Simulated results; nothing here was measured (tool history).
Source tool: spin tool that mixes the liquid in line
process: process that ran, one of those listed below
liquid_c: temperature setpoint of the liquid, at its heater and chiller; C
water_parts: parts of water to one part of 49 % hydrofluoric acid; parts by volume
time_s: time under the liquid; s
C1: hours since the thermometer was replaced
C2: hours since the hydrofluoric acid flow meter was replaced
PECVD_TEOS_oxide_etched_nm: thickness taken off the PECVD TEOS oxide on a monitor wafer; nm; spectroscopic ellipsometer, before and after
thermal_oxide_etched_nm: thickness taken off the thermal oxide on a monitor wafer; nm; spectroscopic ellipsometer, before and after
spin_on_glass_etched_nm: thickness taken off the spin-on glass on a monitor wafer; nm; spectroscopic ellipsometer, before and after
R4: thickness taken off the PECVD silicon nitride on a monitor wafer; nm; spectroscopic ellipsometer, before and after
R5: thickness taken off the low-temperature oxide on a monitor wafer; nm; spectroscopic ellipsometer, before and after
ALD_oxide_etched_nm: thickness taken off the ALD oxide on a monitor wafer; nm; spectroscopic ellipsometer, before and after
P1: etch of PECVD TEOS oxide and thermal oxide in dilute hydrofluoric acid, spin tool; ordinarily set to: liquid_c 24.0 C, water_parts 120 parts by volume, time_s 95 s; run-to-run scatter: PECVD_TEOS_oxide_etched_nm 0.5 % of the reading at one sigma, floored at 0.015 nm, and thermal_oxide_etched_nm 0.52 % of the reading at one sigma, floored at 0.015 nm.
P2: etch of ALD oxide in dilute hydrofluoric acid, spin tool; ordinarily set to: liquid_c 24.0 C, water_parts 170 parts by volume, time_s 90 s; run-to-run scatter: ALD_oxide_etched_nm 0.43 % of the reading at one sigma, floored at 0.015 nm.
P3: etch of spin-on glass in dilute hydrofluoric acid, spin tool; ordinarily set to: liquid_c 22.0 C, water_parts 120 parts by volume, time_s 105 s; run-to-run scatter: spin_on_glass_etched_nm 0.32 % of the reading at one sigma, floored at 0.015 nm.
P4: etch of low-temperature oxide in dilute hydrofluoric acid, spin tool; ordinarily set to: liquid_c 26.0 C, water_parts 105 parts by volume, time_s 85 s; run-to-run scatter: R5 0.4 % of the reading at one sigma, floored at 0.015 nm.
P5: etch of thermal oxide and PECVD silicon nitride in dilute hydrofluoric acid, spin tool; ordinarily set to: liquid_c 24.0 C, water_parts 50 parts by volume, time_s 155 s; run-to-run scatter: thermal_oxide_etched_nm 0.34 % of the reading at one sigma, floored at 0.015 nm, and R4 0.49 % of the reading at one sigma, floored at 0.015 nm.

Run 1, hour 6.0: process P1, liquid_c 24.0 C, water_parts 120 parts by volume, time_s 95 s; C1 800.8; C2 1103.3. Result: PECVD_TEOS_oxide_etched_nm 12.2020 nm, thermal_oxide_etched_nm 3.90200 nm.
Run 2, hour 10.6: process P3, liquid_c 22.0 C, water_parts 120 parts by volume, time_s 215 s; C1 805.4; C2 1107.9. Result: spin_on_glass_etched_nm 106.880 nm.
Run 3, hour 17.2: process P1, liquid_c 24.0 C, water_parts 120 parts by volume, time_s 175 s; C1 812.0; C2 1114.5. Result: PECVD_TEOS_oxide_etched_nm 22.2680 nm, thermal_oxide_etched_nm 7.13990 nm.
Run 4, hour 22.6: process P5, liquid_c 30.5 C, water_parts 50 parts by volume, time_s 155 s; C1 817.4; C2 1119.9. Result: thermal_oxide_etched_nm 20.05800 nm, R4 27.4940 nm.
Run 5, hour 27.0: process P1, liquid_c 24.0 C, water_parts 120 parts by volume, time_s 95 s; C1 821.8; C2 1124.3. Result: PECVD_TEOS_oxide_etched_nm 12.1240 nm, thermal_oxide_etched_nm 3.93600 nm.
Run 6, hour 32.2: process P4, liquid_c 26.0 C, water_parts 105 parts by volume, time_s 150 s; C1 827.0; C2 1129.5. Result: R5 16.3520 nm.
Run 7, hour 35.7: process P1, liquid_c 24.0 C, water_parts 120 parts by volume, time_s 95 s; C1 830.5; C2 1133.0. Result: PECVD_TEOS_oxide_etched_nm 12.1190 nm, thermal_oxide_etched_nm 3.91100 nm.
Run 8, hour 38.9: process P2, liquid_c 24.0 C, water_parts 170 parts by volume, time_s 90 s; C1 833.7; C2 1136.2. Result: ALD_oxide_etched_nm 4.90840 nm.
Run 9, hour 44.8: process P1, liquid_c 24.0 C, water_parts 120 parts by volume, time_s 95 s; C1 839.6; C2 1142.1. Result: PECVD_TEOS_oxide_etched_nm 12.1270 nm, thermal_oxide_etched_nm 3.88760 nm.
Run 10, hour 50.7: process P4, liquid_c 33.0 C, water_parts 105 parts by volume, time_s 85 s; C1 845.5; C2 1148.0. Result: R5 12.1150 nm.
Run 11, hour 55.4: process P5, liquid_c 24.0 C, water_parts 50 parts by volume, time_s 30 s; C1 850.2; C2 1152.7. Result: thermal_oxide_etched_nm 2.99300 nm, R4 3.5185 nm.
Run 12, hour 60.8: process P3, liquid_c 17.0 C, water_parts 120 parts by volume, time_s 105 s; C1 855.6; C2 1158.1. Result: spin_on_glass_etched_nm 42.349 nm.
Run 13, hour 65.4: process P1, liquid_c 24.0 C, water_parts 120 parts by volume, time_s 95 s; C1 860.2; C2 1162.7. Result: PECVD_TEOS_oxide_etched_nm 12.0940 nm, thermal_oxide_etched_nm 3.87830 nm.
Run 14, hour 70.7: process P1, liquid_c 20.0 C, water_parts 120 parts by volume, time_s 95 s; C1 865.5; C2 1168.0. Result: PECVD_TEOS_oxide_etched_nm 10.2810 nm, thermal_oxide_etched_nm 3.30620 nm.
At hour 72.6: thermometer replaced.
Run 15, hour 76.0: process P1, liquid_c 24.0 C, water_parts 120 parts by volume, time_s 95 s; C1 3.4; C2 1173.3. Result: PECVD_TEOS_oxide_etched_nm 12.0710 nm, thermal_oxide_etched_nm 3.85280 nm.
Run 16, hour 80.3: process P2, liquid_c 24.0 C, water_parts 300 parts by volume, time_s 90 s; C1 7.7; C2 1177.6. Result: ALD_oxide_etched_nm 2.45320 nm.
Run 17, hour 86.0: process P2, liquid_c 19.5 C, water_parts 170 parts by volume, time_s 90 s; C1 13.4; C2 1183.3. Result: ALD_oxide_etched_nm 4.14120 nm.
Run 18, hour 89.4: process P1, liquid_c 24.0 C, water_parts 215 parts by volume, time_s 40 s; C1 16.8; C2 1186.7. Result: PECVD_TEOS_oxide_etched_nm 2.5575 nm, thermal_oxide_etched_nm 0.82086 nm.
Run 19, hour 93.8: process P1, liquid_c 24.0 C, water_parts 60 parts by volume, time_s 95 s; C1 21.2; C2 1191.1. Result: PECVD_TEOS_oxide_etched_nm 26.3610 nm, thermal_oxide_etched_nm 8.35690 nm.
Run 20, hour 98.9: process P4, liquid_c 26.0 C, water_parts 105 parts by volume, time_s 85 s; C1 26.3; C2 1196.2. Result: R5 9.3645 nm.
Run 21, hour 103.4: process P1, liquid_c 18.5 C, water_parts 40 parts by volume, time_s 95 s; C1 30.8; C2 1200.7. Result: PECVD_TEOS_oxide_etched_nm 31.9090 nm, thermal_oxide_etched_nm 10.27300 nm.
Run 22, hour 108.9: process P1, liquid_c 24.0 C, water_parts 120 parts by volume, time_s 15 s; C1 36.3; C2 1206.2. Result: PECVD_TEOS_oxide_etched_nm 1.9271 nm, thermal_oxide_etched_nm 0.60579 nm.
Run 23, hour 115.2: process P1, liquid_c 24.0 C, water_parts 170 parts by volume, time_s 95 s; C1 42.6; C2 1212.5. Result: PECVD_TEOS_oxide_etched_nm 8.1426 nm, thermal_oxide_etched_nm 2.58330 nm.
Run 24, hour 121.5: process P5, liquid_c 24.0 C, water_parts 50 parts by volume, time_s 155 s; C1 48.9; C2 1218.8. Result: thermal_oxide_etched_nm 15.46500 nm, R4 18.0670 nm.
Run 25, hour 127.9: process P3, liquid_c 22.0 C, water_parts 175 parts by volume, time_s 105 s; C1 55.3; C2 1225.2. Result: spin_on_glass_etched_nm 33.675 nm.
Run 26, hour 132.7: process P1, liquid_c 24.0 C, water_parts 120 parts by volume, time_s 95 s; C1 60.1; C2 1230.0. Result: PECVD_TEOS_oxide_etched_nm 12.0540 nm, thermal_oxide_etched_nm 3.86690 nm.
Run 27, hour 137.6: process P5, liquid_c 24.0 C, water_parts 25 parts by volume, time_s 155 s; C1 65.0; C2 1234.9. Result: thermal_oxide_etched_nm 31.96000 nm, R4 35.3070 nm.
Run 28, hour 143.9: process P3, liquid_c 22.0 C, water_parts 120 parts by volume, time_s 105 s; C1 71.3; C2 1241.2. Result: spin_on_glass_etched_nm 52.148 nm.
Run 29, hour 147.7: process P4, liquid_c 26.0 C, water_parts 20 parts by volume, time_s 85 s; C1 75.1; C2 1245.0. Result: R5 55.1800 nm.
Run 30, hour 152.2: process P2, liquid_c 24.0 C, water_parts 170 parts by volume, time_s 15 s; C1 79.6; C2 1249.5. Result: ALD_oxide_etched_nm 0.81867 nm.
Run 31, hour 158.9: process P1, liquid_c 27.5 C, water_parts 120 parts by volume, time_s 95 s; C1 86.3; C2 1256.2. Result: PECVD_TEOS_oxide_etched_nm 13.7060 nm, thermal_oxide_etched_nm 4.45540 nm.
Run 32, hour 162.8: process P3, liquid_c 22.0 C, water_parts 120 parts by volume, time_s 105 s; C1 90.2; C2 1260.1. Result: spin_on_glass_etched_nm 51.994 nm.
Run 33, hour 166.5: process P1, liquid_c 24.0 C, water_parts 120 parts by volume, time_s 95 s; C1 93.9; C2 1263.8. Result: PECVD_TEOS_oxide_etched_nm 12.0490 nm, thermal_oxide_etched_nm 3.90470 nm.
Run 34, hour 170.1: process P1, liquid_c 24.0 C, water_parts 120 parts by volume, time_s 95 s; C1 97.5; C2 1267.4. Result: PECVD_TEOS_oxide_etched_nm 11.7380 nm, thermal_oxide_etched_nm 3.78580 nm.
Run 35, hour 174.5: process P1, liquid_c 24.0 C, water_parts 120 parts by volume, time_s 95 s; C1 101.9; C2 1271.8. Result: PECVD_TEOS_oxide_etched_nm 11.5050 nm, thermal_oxide_etched_nm 3.71400 nm.
Run 36, hour 178.0: process P1, liquid_c 24.0 C, water_parts 120 parts by volume, time_s 95 s; C1 105.4; C2 1275.3. Result: PECVD_TEOS_oxide_etched_nm 11.3730 nm, thermal_oxide_etched_nm 3.65010 nm.
Run 37, hour 181.5: process P1, liquid_c 24.0 C, water_parts 120 parts by volume, time_s 95 s; C1 108.9; C2 1278.8. Result: PECVD_TEOS_oxide_etched_nm 11.3060 nm, thermal_oxide_etched_nm 3.62280 nm.
Run 38, hour 187.3: process P1, liquid_c 24.0 C, water_parts 120 parts by volume, time_s 95 s; C1 114.7; C2 1284.6. Result: PECVD_TEOS_oxide_etched_nm 11.1480 nm, thermal_oxide_etched_nm 3.62550 nm.
Run 39, hour 190.6: process P1, liquid_c 24.0 C, water_parts 120 parts by volume, time_s 95 s; C1 118.0; C2 1287.9. Result: PECVD_TEOS_oxide_etched_nm 11.1770 nm, thermal_oxide_etched_nm 3.61880 nm.
Run 40, hour 197.3: process P1, liquid_c 24.0 C, water_parts 120 parts by volume, time_s 95 s; C1 124.7; C2 1294.6. Result: PECVD_TEOS_oxide_etched_nm 11.1970 nm, thermal_oxide_etched_nm 3.59130 nm.
Run 41, hour 201.5: process P1, liquid_c 24.0 C, water_parts 120 parts by volume, time_s 95 s; C1 128.9; C2 1298.8. Result: PECVD_TEOS_oxide_etched_nm 11.2260 nm, thermal_oxide_etched_nm 3.58410 nm.

P1 has crept away from where it was. The log is fitted equally well by each of these 2 causes, at the sizes shown:
A: liquid colder than its thermometer reads (K) = 2.09
B: hydrofluoric acid flow below the setpoint (%) = 6.92
The creep began at about hour 166.5.

Below are 4 check runs, each on a single wafer, with their results shown as question marks. Which of them would tell the listed causes apart, meaning the causes would give clearly different results under it?
Run check 1, hour 205.7: process P5, liquid_c 24.0 C, water_parts 30 parts by volume, time_s 155 s. Result: thermal_oxide_etched_nm ?, R4 ?.
Run check 2, hour 205.7: process P3, liquid_c 18.0 C, water_parts 120 parts by volume, time_s 200 s. Result: spin_on_glass_etched_nm ?.
Run check 3, hour 205.7: process P4, liquid_c 32.5 C, water_parts 105 parts by volume, time_s 85 s. Result: R5 ?.
Run check 4, hour 205.7: process P2, liquid_c 24.0 C, water_parts 300 parts by volume, time_s 30 s. Result: ALD_oxide_etched_nm ?.

If the cause were each of the candidates in turn, the checks would give the following:
  check                   result      if A      if B
check 1  thermal_oxide_etched_nm  24.20100  24.52800
check 1                       R4   25.6920   27.6670
check 2  spin_on_glass_etched_nm    77.466    77.957
check 3                       R5   11.0000   10.9310
check 4      ALD_oxide_etched_nm   0.75791   0.74318
Gap, in per cent, between the two causes that each check separates least, read from the result that separates them most: check 1 7.41 %; check 2 0.63 %; check 3 0.63 %; check 4 1.96 %
Check 1 distinguishes between the causes, while the remaining checks would return nearly the same result for all of them.

With check 1 done, the readings were: thermal_oxide_etched_nm 24.26700 nm; R4 25.8920 nm. Identify which of the listed causes applies.

The cause is A: liquid colder than its thermometer reads (K).
